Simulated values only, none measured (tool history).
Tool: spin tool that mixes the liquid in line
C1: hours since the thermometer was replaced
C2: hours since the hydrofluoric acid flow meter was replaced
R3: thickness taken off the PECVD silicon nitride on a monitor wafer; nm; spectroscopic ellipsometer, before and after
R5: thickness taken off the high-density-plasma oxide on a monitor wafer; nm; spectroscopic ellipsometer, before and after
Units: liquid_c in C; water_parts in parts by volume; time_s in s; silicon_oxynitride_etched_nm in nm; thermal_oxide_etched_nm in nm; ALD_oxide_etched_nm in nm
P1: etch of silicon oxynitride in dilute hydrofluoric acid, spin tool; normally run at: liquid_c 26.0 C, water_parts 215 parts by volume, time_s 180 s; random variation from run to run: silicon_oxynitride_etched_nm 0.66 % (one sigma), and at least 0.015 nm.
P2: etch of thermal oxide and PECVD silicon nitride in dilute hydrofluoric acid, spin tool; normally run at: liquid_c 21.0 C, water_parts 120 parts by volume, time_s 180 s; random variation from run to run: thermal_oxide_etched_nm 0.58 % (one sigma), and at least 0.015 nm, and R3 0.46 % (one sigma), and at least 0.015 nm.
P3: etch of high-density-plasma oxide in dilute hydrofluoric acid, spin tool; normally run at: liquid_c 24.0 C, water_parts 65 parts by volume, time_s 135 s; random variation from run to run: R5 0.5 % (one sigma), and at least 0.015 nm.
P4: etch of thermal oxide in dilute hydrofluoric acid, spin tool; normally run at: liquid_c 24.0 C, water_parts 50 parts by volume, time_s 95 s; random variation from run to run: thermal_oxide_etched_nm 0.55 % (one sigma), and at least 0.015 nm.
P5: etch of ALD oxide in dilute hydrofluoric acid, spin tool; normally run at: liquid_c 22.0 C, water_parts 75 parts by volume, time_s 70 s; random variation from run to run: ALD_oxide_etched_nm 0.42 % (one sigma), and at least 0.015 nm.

{"run": 1, "hour": 5.0, "process": "P1", "liquid_c": 26.0, "water_parts": 215, "time_s": 180, "C1": 543.7, "C2": 575.6, "silicon_oxynitride_etched_nm": 4.2518}
{"run": 2, "hour": 11.3, "process": "P4", "liquid_c": 28.0, "water_parts": 50, "time_s": 95, "C1": 550.0, "C2": 581.9, "thermal_oxide_etched_nm": 10.865}
{"run": 3, "hour": 17.0, "process": "P2", "liquid_c": 27.5, "water_parts": 120, "time_s": 180, "C1": 555.7, "C2": 587.6, "thermal_oxide_etched_nm": 7.6641, "R3": 6.5742}
{"run": 4, "hour": 23.8, "process": "P5", "liquid_c": 22.0, "water_parts": 75, "time_s": 15, "C1": 562.5, "C2": 594.4, "ALD_oxide_etched_nm": 2.8321}
{"run": 5, "hour": 27.8, "process": "P5", "liquid_c": 27.5, "water_parts": 75, "time_s": 70, "C1": 566.5, "C2": 598.4, "ALD_oxide_etched_nm": 16.183}
{"run": 6, "hour": 33.6, "process": "P3", "liquid_c": 24.0, "water_parts": 65, "time_s": 135, "C1": 572.3, "C2": 604.2, "R5": 11.366}
{"run": 7, "hour": 39.6, "process": "P3", "liquid_c": 19.5, "water_parts": 65, "time_s": 135, "C1": 578.3, "C2": 610.2, "R5": 9.463}
{"run": 8, "hour": 44.2, "process": "P4", "liquid_c": 24.0, "water_parts": 50, "time_s": 95, "C1": 582.9, "C2": 614.8, "thermal_oxide_etched_nm": 9.1554}
{"run": 9, "hour": 50.8, "process": "P1", "liquid_c": 26.0, "water_parts": 215, "time_s": 15, "C1": 589.5, "C2": 621.4, "silicon_oxynitride_etched_nm": 0.35556}
{"run": 10, "hour": 57.9, "process": "P2", "liquid_c": 21.0, "water_parts": 75, "time_s": 180, "C1": 596.6, "C2": 628.5, "thermal_oxide_etched_nm": 9.9126, "R3": 6.8362}
{"run": 11, "hour": 62.1, "process": "P5", "liquid_c": 22.0, "water_parts": 75, "time_s": 70, "C1": 600.8, "C2": 632.7, "ALD_oxide_etched_nm": 12.951}
{"run": 12, "hour": 66.4, "process": "P1", "liquid_c": 33.5, "water_parts": 75, "time_s": 180, "C1": 605.1, "C2": 637.0, "silicon_oxynitride_etched_nm": 19.378}
{"run": 13, "hour": 71.8, "process": "P3", "liquid_c": 24.0, "water_parts": 65, "time_s": 200, "C1": 610.5, "C2": 642.4, "R5": 16.93}
{"run": 14, "hour": 76.7, "process": "P2", "liquid_c": 21.0, "water_parts": 120, "time_s": 180, "C1": 615.4, "C2": 647.3, "thermal_oxide_etched_nm": 5.9425, "R3": 4.3306}
{"run": 15, "hour": 81.8, "process": "P1", "liquid_c": 26.0, "water_parts": 320, "time_s": 180, "C1": 620.5, "C2": 652.4, "silicon_oxynitride_etched_nm": 2.6519}
{"run": 16, "hour": 87.6, "process": "P1", "liquid_c": 26.0, "water_parts": 215, "time_s": 300, "C1": 626.3, "C2": 658.2, "silicon_oxynitride_etched_nm": 7.1068}
{"run": 17, "hour": 95.1, "process": "P1", "liquid_c": 26.0, "water_parts": 215, "time_s": 180, "C1": 633.8, "C2": 665.7, "silicon_oxynitride_etched_nm": 4.1666}
{"run": 18, "hour": 102.4, "process": "P1", "liquid_c": 26.0, "water_parts": 215, "time_s": 180, "C1": 641.1, "C2": 673.0, "silicon_oxynitride_etched_nm": 4.2694}
{"run": 19, "hour": 108.1, "process": "P5", "liquid_c": 22.0, "water_parts": 20, "time_s": 70, "C1": 646.8, "C2": 678.7, "ALD_oxide_etched_nm": 52.176}
{"run": 20, "hour": 112.9, "process": "P4", "liquid_c": 24.0, "water_parts": 50, "time_s": 175, "C1": 651.6, "C2": 683.5, "thermal_oxide_etched_nm": 17.145}
{"run": 21, "hour": 120.6, "process": "P1", "liquid_c": 26.0, "water_parts": 215, "time_s": 180, "C1": 659.3, "C2": 691.2, "silicon_oxynitride_etched_nm": 4.2511}
{"run": 22, "hour": 128.1, "process": "P1", "liquid_c": 19.5, "water_parts": 215, "time_s": 180, "C1": 666.8, "C2": 698.7, "silicon_oxynitride_etched_nm": 3.1994}
{"run": 23, "hour": 134.5, "process": "P3", "liquid_c": 24.0, "water_parts": 20, "time_s": 135, "C1": 673.2, "C2": 705.1, "R5": 39.48}
{"run": 24, "hour": 140.9, "process": "P1", "liquid_c": 26.0, "water_parts": 105, "time_s": 180, "C1": 679.6, "C2": 711.5, "silicon_oxynitride_etched_nm": 9.5799}
{"run": 25, "hour": 147.4, "process": "P2", "liquid_c": 21.0, "water_parts": 120, "time_s": 285, "C1": 686.1, "C2": 718.0, "thermal_oxide_etched_nm": 9.3776, "R3": 6.8381}
{"run": 26, "hour": 153.2, "process": "P1", "liquid_c": 20.0, "water_parts": 215, "time_s": 290, "C1": 691.9, "C2": 723.8, "silicon_oxynitride_etched_nm": 5.1902}
{"run": 27, "hour": 159.5, "process": "P2", "liquid_c": 21.0, "water_parts": 120, "time_s": 180, "C1": 698.2, "C2": 730.1, "thermal_oxide_etched_nm": 5.8912, "R3": 4.3198}
{"run": 28, "hour": 168.0, "process": "P4", "liquid_c": 24.0, "water_parts": 20, "time_s": 95, "C1": 706.7, "C2": 738.6, "thermal_oxide_etched_nm": 24.287}
{"run": 29, "hour": 172.8, "process": "P1", "liquid_c": 26.0, "water_parts": 215, "time_s": 180, "C1": 711.5, "C2": 743.4, "silicon_oxynitride_etched_nm": 4.2055}
{"run": 30, "hour": 177.3, "process": "P1", "liquid_c": 32.0, "water_parts": 215, "time_s": 180, "C1": 716.0, "C2": 747.9, "silicon_oxynitride_etched_nm": 5.4558}
{"run": 31, "hour": 181.0, "process": "P1", "liquid_c": 26.0, "water_parts": 215, "time_s": 180, "C1": 719.7, "C2": 751.6, "silicon_oxynitride_etched_nm": 4.26}
{"run": 32, "hour": 187.9, "process": "P1", "liquid_c": 26.0, "water_parts": 215, "time_s": 180, "C1": 726.6, "C2": 758.5, "silicon_oxynitride_etched_nm": 4.0454}
{"run": 33, "hour": 192.9, "process": "P1", "liquid_c": 26.0, "water_parts": 215, "time_s": 180, "C1": 731.6, "C2": 763.5, "silicon_oxynitride_etched_nm": 4.0153}
{"run": 34, "hour": 199.3, "process": "P1", "liquid_c": 26.0, "water_parts": 215, "time_s": 180, "C1": 738.0, "C2": 769.9, "silicon_oxynitride_etched_nm": 3.9023}
{"run": 35, "hour": 204.3, "process": "P1", "liquid_c": 26.0, "water_parts": 215, "time_s": 180, "C1": 743.0, "C2": 774.9, "silicon_oxynitride_etched_nm": 3.8953}
{"run": 36, "hour": 209.1, "process": "P1", "liquid_c": 26.0, "water_parts": 215, "time_s": 180, "C1": 747.8, "C2": 779.7, "silicon_oxynitride_etched_nm": 3.7981}
{"run": 37, "hour": 214.9, "process": "P1", "liquid_c": 26.0, "water_parts": 215, "time_s": 180, "C1": 753.6, "C2": 785.5, "silicon_oxynitride_etched_nm": 3.8312}
{"run": 38, "hour": 218.9, "process": "P1", "liquid_c": 26.0, "water_parts": 215, "time_s": 180, "C1": 757.6, "C2": 789.5, "silicon_oxynitride_etched_nm": 3.8677}
{"run": 39, "hour": 222.7, "process": "P1", "liquid_c": 26.0, "water_parts": 215, "time_s": 180, "C1": 761.4, "C2": 793.3, "silicon_oxynitride_etched_nm": 3.8196}
{"run": 40, "hour": 227.0, "process": "P1", "liquid_c": 26.0, "water_parts": 215, "time_s": 180, "C1": 765.7, "C2": 797.6, "silicon_oxynitride_etched_nm": 3.7945}
{"run": 41, "hour": 233.2, "process": "P1", "liquid_c": 26.0, "water_parts": 215, "time_s": 180, "C1": 771.9, "C2": 803.8, "silicon_oxynitride_etched_nm": 3.8069}
{"run": 42, "hour": 237.1, "process": "P1", "liquid_c": 26.0, "water_parts": 215, "time_s": 180, "C1": 775.8, "C2": 807.7, "silicon_oxynitride_etched_nm": 3.8304}

What P1 gives has crept away from where it was. These 2 causes fit the log equally well, each at the size given:
A: hydrofluoric acid flow below the setpoint (%) = 8.33
B: liquid colder than its thermometer reads (K) = 2.34
The creep began at about hour 181.0.

4 check runs are offered, one wafer each, their results left as question marks. Which one tells the causes apart?
{"run": "check 1", "hour": 241.0, "process": "P5", "liquid_c": 22.0, "water_parts": 75, "time_s": 70, "ALD_oxide_etched_nm": "?"}
{"run": "check 2", "hour": 241.0, "process": "P4", "liquid_c": 24.0, "water_parts": 50, "time_s": 95, "thermal_oxide_etched_nm": "?"}
{"run": "check 3", "hour": 241.0, "process": "P3", "liquid_c": 24.0, "water_parts": 65, "time_s": 135, "R5": "?"}
{"run": "check 4", "hour": 241.0, "process": "P2", "liquid_c": 21.0, "water_parts": 120, "time_s": 180, "thermal_oxide_etched_nm": "?", "R3": "?"}

What each check would give under each cause:
check=check_1 result=ALD_oxide_etched_nm if_A=11.8130 if_B=11.7930
check=check_2 result=thermal_oxide_etched_nm if_A=8.4239 if_B=8.3879
check=check_3 result=R5 if_A=10.369 if_B=10.354
check=check_4 result=thermal_oxide_etched_nm if_A=5.3748 if_B=5.3959
check=check_4 result=R3 if_A=3.9600 if_B=3.6803
How far apart the two closest causes lie, in the result that separates them most: check 1 0.17 %; check 2 0.43 %; check 3 0.14 %; check 4 7.32 %
Check 4 tells the causes apart: in the others they would give nearly the same result.

Then check 4 was run and gave: thermal_oxide_etched_nm 5.3057 nm; R3 3.9216 nm. Which cause is it?

It is A: hydrofluoric acid flow below the setpoint (%).

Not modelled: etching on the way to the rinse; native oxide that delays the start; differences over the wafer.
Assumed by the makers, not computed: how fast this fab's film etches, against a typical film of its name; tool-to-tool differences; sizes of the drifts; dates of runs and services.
